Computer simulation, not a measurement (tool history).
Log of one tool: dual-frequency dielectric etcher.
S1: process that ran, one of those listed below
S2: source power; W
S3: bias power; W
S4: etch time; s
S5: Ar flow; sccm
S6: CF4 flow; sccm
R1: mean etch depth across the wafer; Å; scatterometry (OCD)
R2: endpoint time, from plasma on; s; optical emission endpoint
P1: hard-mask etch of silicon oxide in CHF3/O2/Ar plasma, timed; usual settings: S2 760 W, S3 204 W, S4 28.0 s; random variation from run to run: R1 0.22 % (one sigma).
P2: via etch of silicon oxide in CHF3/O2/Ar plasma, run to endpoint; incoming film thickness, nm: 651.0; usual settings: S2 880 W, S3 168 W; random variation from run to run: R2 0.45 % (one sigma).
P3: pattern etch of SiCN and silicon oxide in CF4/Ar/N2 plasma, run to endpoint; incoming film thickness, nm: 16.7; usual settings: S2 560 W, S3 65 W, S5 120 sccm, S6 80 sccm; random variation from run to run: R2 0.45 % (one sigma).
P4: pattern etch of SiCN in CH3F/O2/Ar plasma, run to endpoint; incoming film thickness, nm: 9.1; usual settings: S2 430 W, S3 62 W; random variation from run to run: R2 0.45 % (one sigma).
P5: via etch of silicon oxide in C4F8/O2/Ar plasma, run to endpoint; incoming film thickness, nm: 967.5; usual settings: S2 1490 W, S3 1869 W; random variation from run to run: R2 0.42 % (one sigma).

{"run": 1, "hour": 3.1, "S1": "P1", "S2": 760, "S3": 204, "S4": 28.0, "R1": 621.78}
{"run": 2, "hour": 5.3, "S1": "P1", "S2": 760, "S3": 204, "S4": 28.0, "R1": 623.77}
{"run": 3, "hour": 8.8, "S1": "P1", "S2": 760, "S3": 204, "S4": 17.0, "R1": 379.12}
{"run": 4, "hour": 12.6, "S1": "P1", "S2": 1010, "S3": 204, "S4": 28.0, "R1": 694.24}
{"run": 5, "hour": 15.6, "S1": "P1", "S2": 760, "S3": 204, "S4": 35.5, "R1": 793.51}
{"run": 6, "hour": 19.5, "S1": "P2", "S2": 570, "S3": 168, "R2": 340.97}
{"run": 7, "hour": 22.9, "S1": "P1", "S2": 760, "S3": 153, "S4": 28.0, "R1": 569.0}
{"run": 8, "hour": 26.9, "S1": "P1", "S2": 880, "S3": 124, "S4": 28.0, "R1": 563.69}
{"run": 9, "hour": 31.2, "S1": "P3", "S2": 560, "S3": 65, "S5": 120, "S6": 111, "R2": 16.173}
{"run": 10, "hour": 33.7, "S1": "P4", "S2": 430, "S3": 62, "R2": 24.301}
{"run": 11, "hour": 37.2, "S1": "P4", "S2": 430, "S3": 62, "R2": 24.222}
{"run": 12, "hour": 40.3, "S1": "P5", "S2": 1490, "S3": 1869, "R2": 220.43}
{"run": 13, "hour": 44.5, "S1": "P1", "S2": 760, "S3": 204, "S4": 28.0, "R1": 623.17}
{"run": 14, "hour": 48.5, "S1": "P1", "S2": 600, "S3": 204, "S4": 28.0, "R1": 571.08}
{"run": 15, "hour": 52.7, "S1": "P3", "S2": 760, "S3": 65, "S5": 120, "S6": 80, "R2": 12.879}
{"run": 16, "hour": 55.0, "S1": "P5", "S2": 1490, "S3": 1869, "R2": 219.96}
{"run": 17, "hour": 58.8, "S1": "P3", "S2": 560, "S3": 65, "S5": 120, "S6": 80, "R2": 17.01}
{"run": 18, "hour": 63.1, "S1": "P1", "S2": 460, "S3": 133, "S4": 28.0, "R1": 446.58}
{"run": 19, "hour": 66.5, "S1": "P2", "S2": 880, "S3": 168, "R2": 290.74}
{"run": 20, "hour": 69.4, "S1": "P5", "S2": 1490, "S3": 2340, "R2": 206.67}
{"run": 21, "hour": 73.1, "S1": "P5", "S2": 2100, "S3": 1869, "R2": 190.86}
{"hour": 73.4, "done": "source power generator calibrated"}
{"run": 22, "hour": 77.3, "S1": "P1", "S2": 600, "S3": 241, "S4": 28.0, "R1": 605.31}
{"run": 23, "hour": 80.3, "S1": "P4", "S2": 320, "S3": 62, "R2": 27.089}
{"run": 24, "hour": 82.5, "S1": "P1", "S2": 760, "S3": 204, "S4": 28.0, "R1": 623.13}
{"run": 25, "hour": 86.3, "S1": "P2", "S2": 880, "S3": 115, "R2": 327.25}
{"run": 26, "hour": 90.2, "S1": "P2", "S2": 880, "S3": 168, "R2": 290.21}
{"run": 27, "hour": 93.4, "S1": "P1", "S2": 760, "S3": 271, "S4": 28.0, "R1": 688.03}
{"run": 28, "hour": 97.1, "S1": "P1", "S2": 760, "S3": 204, "S4": 28.0, "R1": 624.39}
{"run": 29, "hour": 100.2, "S1": "P3", "S2": 560, "S3": 41, "S5": 120, "S6": 80, "R2": 19.431}
{"run": 30, "hour": 103.0, "S1": "P3", "S2": 560, "S3": 65, "S5": 120, "S6": 80, "R2": 16.931}
{"run": 31, "hour": 106.6, "S1": "P4", "S2": 430, "S3": 81, "R2": 22.174}
{"run": 32, "hour": 108.6, "S1": "P3", "S2": 560, "S3": 65, "S5": 151, "S6": 80, "R2": 17.652}
{"run": 33, "hour": 111.4, "S1": "P1", "S2": 760, "S3": 204, "S4": 28.0, "R1": 622.67}
{"run": 34, "hour": 115.3, "S1": "P1", "S2": 760, "S3": 204, "S4": 28.0, "R1": 629.11}
{"run": 35, "hour": 117.8, "S1": "P1", "S2": 760, "S3": 204, "S4": 28.0, "R1": 629.65}
{"hour": 121.7, "done": "wet clean of the chamber"}
{"run": 36, "hour": 121.8, "S1": "P1", "S2": 760, "S3": 204, "S4": 28.0, "R1": 632.72}
{"run": 37, "hour": 123.7, "S1": "P1", "S2": 760, "S3": 204, "S4": 28.0, "R1": 632.68}
{"run": 38, "hour": 128.0, "S1": "P1", "S2": 760, "S3": 204, "S4": 28.0, "R1": 630.63}
{"run": 39, "hour": 131.4, "S1": "P1", "S2": 760, "S3": 204, "S4": 28.0, "R1": 634.53}

What P1 gives has crept away from where it was. These 2 causes fit the log equally well, each at the size given:
A: bias power that arrives over what is set, % = 4.51
B: source power that arrives over what is set, % = 4.01
The creep began at about hour 111.4.
Why every other cause is out:
chamber walls in a state that raises the etch rate, %: serviced at hour 121.7, which brought nothing back

4 check runs are offered, each on 3 wafers whose results are averaged, their results left as question marks. Which one tells the causes apart?
{"run": "check 1", "hour": 134.8, "S1": "P5", "S2": 2050, "S3": 2259, "R2": "?"}
{"run": "check 2", "hour": 134.8, "S1": "P2", "S2": 600, "S3": 130, "R2": "?"}
{"run": "check 3", "hour": 134.8, "S1": "P4", "S2": 430, "S3": 81, "R2": "?"}
{"run": "check 4", "hour": 134.8, "S1": "P3", "S2": 560, "S3": 65, "S5": 120, "S6": 108, "R2": "?"}

What each check would give under each cause:
check=check_1 result=R2 if_A=181.240 if_B=180.760
check=check_2 result=R2 if_A=359.950 if_B=359.430
check=check_3 result=R2 if_A=21.662 if_B=21.689
check=check_4 result=R2 if_A=15.942 if_B=15.607
How far apart the two closest causes lie, in the result that separates them most: check 1 0.26 %; check 2 0.15 %; check 3 0.13 %; check 4 2.12 %
Only check 4 tells the causes apart: in the others they would give nearly the same result.

Check 4 was then run and gave: R2 15.920 s. Which cause is it?

It is A: bias power that arrives over what is set, %.
